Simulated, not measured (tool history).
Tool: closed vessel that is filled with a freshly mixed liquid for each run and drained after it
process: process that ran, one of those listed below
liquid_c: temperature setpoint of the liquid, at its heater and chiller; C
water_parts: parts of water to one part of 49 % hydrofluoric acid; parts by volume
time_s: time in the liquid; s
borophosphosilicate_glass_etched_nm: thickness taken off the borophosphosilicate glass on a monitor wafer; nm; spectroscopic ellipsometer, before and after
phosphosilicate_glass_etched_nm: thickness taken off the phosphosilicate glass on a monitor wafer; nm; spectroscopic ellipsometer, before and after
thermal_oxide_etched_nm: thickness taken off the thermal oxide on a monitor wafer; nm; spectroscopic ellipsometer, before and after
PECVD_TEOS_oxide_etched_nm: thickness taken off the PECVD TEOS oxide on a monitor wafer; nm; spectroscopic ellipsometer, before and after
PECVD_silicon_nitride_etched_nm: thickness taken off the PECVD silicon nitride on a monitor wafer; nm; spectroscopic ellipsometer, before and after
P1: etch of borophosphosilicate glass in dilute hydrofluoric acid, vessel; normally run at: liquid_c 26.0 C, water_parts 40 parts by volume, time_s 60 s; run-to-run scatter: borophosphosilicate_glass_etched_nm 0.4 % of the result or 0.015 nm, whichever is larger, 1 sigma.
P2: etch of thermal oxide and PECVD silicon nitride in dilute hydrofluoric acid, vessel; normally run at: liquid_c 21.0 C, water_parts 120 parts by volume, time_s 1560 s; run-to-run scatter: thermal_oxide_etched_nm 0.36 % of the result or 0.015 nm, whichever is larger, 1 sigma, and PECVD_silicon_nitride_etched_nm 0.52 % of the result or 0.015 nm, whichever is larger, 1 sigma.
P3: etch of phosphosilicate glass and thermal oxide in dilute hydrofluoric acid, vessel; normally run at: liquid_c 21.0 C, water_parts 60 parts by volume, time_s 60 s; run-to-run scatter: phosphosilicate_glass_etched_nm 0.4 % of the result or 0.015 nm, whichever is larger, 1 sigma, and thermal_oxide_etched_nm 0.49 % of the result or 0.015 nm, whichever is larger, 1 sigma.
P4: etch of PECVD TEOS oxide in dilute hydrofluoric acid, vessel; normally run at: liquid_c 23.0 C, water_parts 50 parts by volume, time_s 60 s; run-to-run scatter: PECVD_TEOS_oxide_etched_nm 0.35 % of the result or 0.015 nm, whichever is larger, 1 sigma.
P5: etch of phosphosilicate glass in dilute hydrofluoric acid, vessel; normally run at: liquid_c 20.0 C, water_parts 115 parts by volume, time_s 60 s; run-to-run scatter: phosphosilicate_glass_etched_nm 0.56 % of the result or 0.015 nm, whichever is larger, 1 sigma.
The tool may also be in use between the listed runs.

| run | hour | process | liquid_c | water_parts | time_s | hours since the thermometer was replaced | hours since the hydrofluoric acid flow meter was replaced | borophosphosilicate_glass_etched_nm | phosphosilicate_glass_etched_nm | thermal_oxide_etched_nm | PECVD_TEOS_oxide_etched_nm | PECVD_silicon_nitride_etched_nm |
|---|---|---|---|---|---|---|---|---|---|---|---|---|
| 1 | 4.6 | P1 | 26.0 | 40 | 60 | 571.2 | 534.0 | 59.755 |  |  |  |  |
| 2 | 9.3 | P3 | 26.0 | 60 | 60 | 575.9 | 538.7 |  | 67.342 | 5.6321 |  |  |
| 3 | 13.6 | P4 | 23.0 | 85 | 60 | 580.2 | 543.0 |  |  |  | 11.842 |  |
| 4 | 17.8 | P1 | 26.0 | 60 | 60 | 584.4 | 547.2 | 38.606 |  |  |  |  |
| 5 | 22.2 | P1 | 20.0 | 40 | 60 | 588.8 | 551.6 | 46.544 |  |  |  |  |
| 6 | 27.1 | P1 | 26.0 | 40 | 60 | 593.7 | 556.5 | 59.510 |  |  |  |  |
| 7 | 30.9 | P4 | 23.0 | 50 | 30 | 597.5 | 560.3 |  |  |  | 10.525 |  |
| 8 | 34.6 | P2 | 21.0 | 180 | 1560 | 601.2 | 564.0 |  |  | 32.8130 |  | 24.296 |
| 9 | 37.1 | P4 | 23.0 | 50 | 60 | 603.7 | 566.5 |  |  |  | 20.904 |  |
| 10 | 41.6 | P1 | 26.0 | 40 | 60 | 608.2 | 571.0 | 59.736 |  |  |  |  |
| 11 | 44.4 | P5 | 20.0 | 205 | 60 | 611.0 | 573.8 |  | 22.303 |  |  |  |
| 12 | 47.9 | P2 | 21.0 | 120 | 3020 | 614.5 | 577.3 |  |  | 101.3900 |  | 70.086 |
| 13 | 50.7 | P1 | 26.0 | 20 | 60 | 617.3 | 580.1 | 123.040 |  |  |  |  |
| 14 | 52.9 | P2 | 17.0 | 120 | 1560 | 619.5 | 582.3 |  |  | 44.6280 |  | 27.456 |
| 15 | 56.3 | P5 | 20.0 | 115 | 60 | 622.9 | 585.7 |  | 43.319 |  |  |  |
| 16 | 59.0 | P5 | 24.5 | 115 | 60 | 625.6 | 588.4 |  | 51.608 |  |  |  |
| 17 | 62.0 | P1 | 26.0 | 40 | 60 | 628.6 | 591.4 | 59.133 |  |  |  |  |
| 18 | 66.2 | P4 | 29.0 | 50 | 60 | 632.8 | 595.6 |  |  |  | 26.970 |  |
| 19 | 71.0 | P1 | 26.0 | 40 | 105 | 637.6 | 600.4 | 104.690 |  |  |  |  |
| 20 | 73.7 | P2 | 21.0 | 120 | 1560 | 640.3 | 603.1 |  |  | 52.4130 |  | 36.034 |
| 21 | 78.6 | P5 | 20.0 | 115 | 95 | 645.2 | 608.0 |  | 68.276 |  |  |  |
| 22 | 82.6 | P1 | 26.0 | 40 | 30 | 649.2 | 612.0 | 29.741 |  |  |  |  |
| 23 | 87.5 | P4 | 23.0 | 50 | 60 | 654.1 | 616.9 |  |  |  | 21.036 |  |
| 24 | 91.5 | P1 | 33.5 | 20 | 60 | 658.1 | 620.9 | 165.880 |  |  |  |  |

Run 25 comes next. What will it give?
| 25 | 96.3 | P1 | 26.0 | 40 | 60 | 662.9 | 625.7 | ? |  |  |  |  |

{"run 25": {"borophosphosilicate_glass_etched_nm": 59.654}}

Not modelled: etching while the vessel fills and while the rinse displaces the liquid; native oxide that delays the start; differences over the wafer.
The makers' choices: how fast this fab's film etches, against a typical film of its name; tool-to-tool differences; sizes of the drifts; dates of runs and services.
